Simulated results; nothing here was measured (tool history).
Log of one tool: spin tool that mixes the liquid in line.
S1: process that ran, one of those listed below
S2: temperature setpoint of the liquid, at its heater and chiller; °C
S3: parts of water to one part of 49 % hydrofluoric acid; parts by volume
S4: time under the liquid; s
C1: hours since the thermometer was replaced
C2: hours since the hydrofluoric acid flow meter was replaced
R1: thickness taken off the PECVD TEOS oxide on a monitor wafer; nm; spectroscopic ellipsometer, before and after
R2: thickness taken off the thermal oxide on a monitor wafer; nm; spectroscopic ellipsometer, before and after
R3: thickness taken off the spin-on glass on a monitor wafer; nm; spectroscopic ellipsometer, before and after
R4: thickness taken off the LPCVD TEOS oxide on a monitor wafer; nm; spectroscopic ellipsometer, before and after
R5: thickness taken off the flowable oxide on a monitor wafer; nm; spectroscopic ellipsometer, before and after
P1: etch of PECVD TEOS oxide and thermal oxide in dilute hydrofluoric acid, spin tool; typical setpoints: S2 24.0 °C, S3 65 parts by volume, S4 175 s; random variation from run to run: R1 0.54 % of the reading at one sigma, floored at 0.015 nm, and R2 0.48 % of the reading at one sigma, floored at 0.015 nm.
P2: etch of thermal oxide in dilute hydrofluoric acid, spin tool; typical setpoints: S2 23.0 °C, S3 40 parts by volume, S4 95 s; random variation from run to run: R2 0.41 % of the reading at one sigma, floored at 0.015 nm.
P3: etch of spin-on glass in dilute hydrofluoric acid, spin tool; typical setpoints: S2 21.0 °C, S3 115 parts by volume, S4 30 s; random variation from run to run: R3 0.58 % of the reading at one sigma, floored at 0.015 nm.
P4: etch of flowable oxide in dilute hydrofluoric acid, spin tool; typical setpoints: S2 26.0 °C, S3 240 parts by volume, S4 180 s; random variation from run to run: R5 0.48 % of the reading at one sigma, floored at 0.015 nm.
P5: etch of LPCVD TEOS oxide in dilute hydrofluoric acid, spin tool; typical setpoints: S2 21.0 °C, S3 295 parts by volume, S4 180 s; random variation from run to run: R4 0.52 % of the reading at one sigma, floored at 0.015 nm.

{"run": 1, "day": 0.317, "S1": "P1", "S2": 24.0, "S3": 65, "S4": 175, "C1": 1030.5, "C2": 779.7, "R1": 30.638, "R2": 13.747}
{"run": 2, "day": 1.004, "S1": "P3", "S2": 21.0, "S3": 115, "S4": 30, "C1": 1047.0, "C2": 796.2, "R3": 13.187}
{"run": 3, "day": 1.6, "S1": "P2", "S2": 23.0, "S3": 40, "S4": 95, "C1": 1061.3, "C2": 810.5, "R2": 11.515}
{"run": 4, "day": 2.079, "S1": "P1", "S2": 24.0, "S3": 65, "S4": 35, "C1": 1072.8, "C2": 822.0, "R1": 6.096, "R2": 2.7581}
{"run": 5, "day": 2.692, "S1": "P2", "S2": 23.0, "S3": 40, "S4": 160, "C1": 1087.5, "C2": 836.7, "R2": 19.547}
{"run": 6, "day": 3.275, "S1": "P5", "S2": 21.0, "S3": 295, "S4": 180, "C1": 1101.5, "C2": 850.7, "R4": 17.797}
{"run": 7, "day": 3.892, "S1": "P1", "S2": 24.0, "S3": 65, "S4": 175, "C1": 1116.3, "C2": 865.5, "R1": 30.339, "R2": 13.713}
{"run": 8, "day": 4.412, "S1": "P5", "S2": 21.0, "S3": 295, "S4": 180, "C1": 1128.8, "C2": 878.0, "R4": 18.018}
{"run": 9, "day": 5.054, "S1": "P4", "S2": 26.0, "S3": 240, "S4": 180, "C1": 1144.2, "C2": 893.4, "R5": 27.173}
{"run": 10, "day": 5.742, "S1": "P3", "S2": 21.0, "S3": 40, "S4": 30, "C1": 1160.7, "C2": 909.9, "R3": 41.524}
{"run": 11, "day": 6.362, "S1": "P2", "S2": 23.0, "S3": 20, "S4": 95, "C1": 1175.6, "C2": 924.8, "R2": 23.878}
{"run": 12, "day": 6.883, "S1": "P4", "S2": 26.0, "S3": 240, "S4": 180, "C1": 1188.1, "C2": 937.3, "R5": 27.11}
{"run": 13, "day": 7.508, "S1": "P1", "S2": 24.0, "S3": 105, "S4": 175, "C1": 1203.1, "C2": 952.3, "R1": 17.922, "R2": 7.9966}
{"run": 14, "day": 7.992, "S1": "P1", "S2": 24.0, "S3": 65, "S4": 335, "C1": 1214.7, "C2": 963.9, "R1": 58.224, "R2": 26.195}
{"run": 15, "day": 8.396, "S1": "P5", "S2": 21.0, "S3": 75, "S4": 180, "C1": 1224.4, "C2": 973.6, "R4": 88.062}
{"run": 16, "day": 8.871, "S1": "P2", "S2": 30.5, "S3": 40, "S4": 95, "C1": 1235.8, "C2": 985.0, "R2": 15.71}
{"run": 17, "day": 9.179, "S1": "P4", "S2": 29.5, "S3": 240, "S4": 180, "C1": 1243.2, "C2": 992.4, "R5": 30.425}
{"run": 18, "day": 9.867, "S1": "P5", "S2": 21.0, "S3": 295, "S4": 40, "C1": 1259.7, "C2": 1008.9, "R4": 3.9686}
{"run": 19, "day": 10.371, "S1": "P1", "S2": 30.0, "S3": 65, "S4": 175, "C1": 1271.8, "C2": 1021.0, "R1": 38.716, "R2": 17.249}
{"run": 20, "day": 10.917, "S1": "P3", "S2": 17.0, "S3": 115, "S4": 30, "C1": 1284.9, "C2": 1034.1, "R3": 11.343}
{"run": 21, "day": 11.408, "S1": "P1", "S2": 24.0, "S3": 35, "S4": 175, "C1": 1296.7, "C2": 1045.9, "R1": 58.883, "R2": 26.355}
{"run": 22, "day": 11.804, "S1": "P3", "S2": 21.0, "S3": 115, "S4": 15, "C1": 1306.2, "C2": 1055.4, "R3": 6.6401}
{"run": 23, "day": 12.375, "S1": "P4", "S2": 26.0, "S3": 65, "S4": 180, "C1": 1319.9, "C2": 1069.1, "R5": 122.39}
{"run": 24, "day": 12.808, "S1": "P5", "S2": 29.0, "S3": 295, "S4": 180, "C1": 1330.3, "C2": 1079.5, "R4": 23.609}
{"run": 25, "day": 13.379, "S1": "P1", "S2": 24.0, "S3": 65, "S4": 175, "C1": 1344.0, "C2": 1093.2, "R1": 30.545, "R2": 13.549}
{"run": 26, "day": 13.758, "S1": "P1", "S2": 24.0, "S3": 65, "S4": 175, "C1": 1353.1, "C2": 1102.3, "R1": 30.434, "R2": 13.638}
{"run": 27, "day": 14.279, "S1": "P1", "S2": 24.0, "S3": 65, "S4": 175, "C1": 1365.6, "C2": 1114.8, "R1": 30.543, "R2": 13.566}
{"run": 28, "day": 14.679, "S1": "P4", "S2": 26.0, "S3": 240, "S4": 265, "C1": 1375.2, "C2": 1124.4, "R5": 39.404}
{"run": 29, "day": 15.242, "S1": "P3", "S2": 21.0, "S3": 115, "S4": 30, "C1": 1388.7, "C2": 1137.9, "R3": 13.379}
{"run": 30, "day": 15.704, "S1": "P1", "S2": 18.5, "S3": 65, "S4": 310, "C1": 1399.8, "C2": 1149.0, "R1": 42.785, "R2": 19.121}
{"run": 31, "day": 16.067, "S1": "P1", "S2": 17.0, "S3": 65, "S4": 175, "C1": 1408.5, "C2": 1157.7, "R1": 22.676, "R2": 10.241}
{"run": 32, "day": 16.392, "S1": "P1", "S2": 24.0, "S3": 65, "S4": 175, "C1": 1416.3, "C2": 1165.5, "R1": 30.354, "R2": 13.611}
{"run": 33, "day": 17.062, "S1": "P1", "S2": 24.0, "S3": 65, "S4": 175, "C1": 1432.4, "C2": 1181.6, "R1": 31.238, "R2": 14.015}
{"run": 34, "day": 17.367, "S1": "P1", "S2": 24.0, "S3": 65, "S4": 175, "C1": 1439.7, "C2": 1188.9, "R1": 31.709, "R2": 14.075}
{"run": 35, "day": 18.038, "S1": "P1", "S2": 24.0, "S3": 65, "S4": 175, "C1": 1455.8, "C2": 1205.0, "R1": 32.321, "R2": 14.229}
{"run": 36, "day": 18.733, "S1": "P1", "S2": 24.0, "S3": 65, "S4": 175, "C1": 1472.5, "C2": 1221.7, "R1": 32.698, "R2": 14.441}

Forecast run 37:
{"run": 37, "day": 19.271, "S1": "P1", "S2": 24.0, "S3": 65, "S4": 175, "C1": 1485.4, "C2": 1234.6, "R1": "?", "R2": "?"}

R1: 32.578 nm
R2: 14.7060 nm

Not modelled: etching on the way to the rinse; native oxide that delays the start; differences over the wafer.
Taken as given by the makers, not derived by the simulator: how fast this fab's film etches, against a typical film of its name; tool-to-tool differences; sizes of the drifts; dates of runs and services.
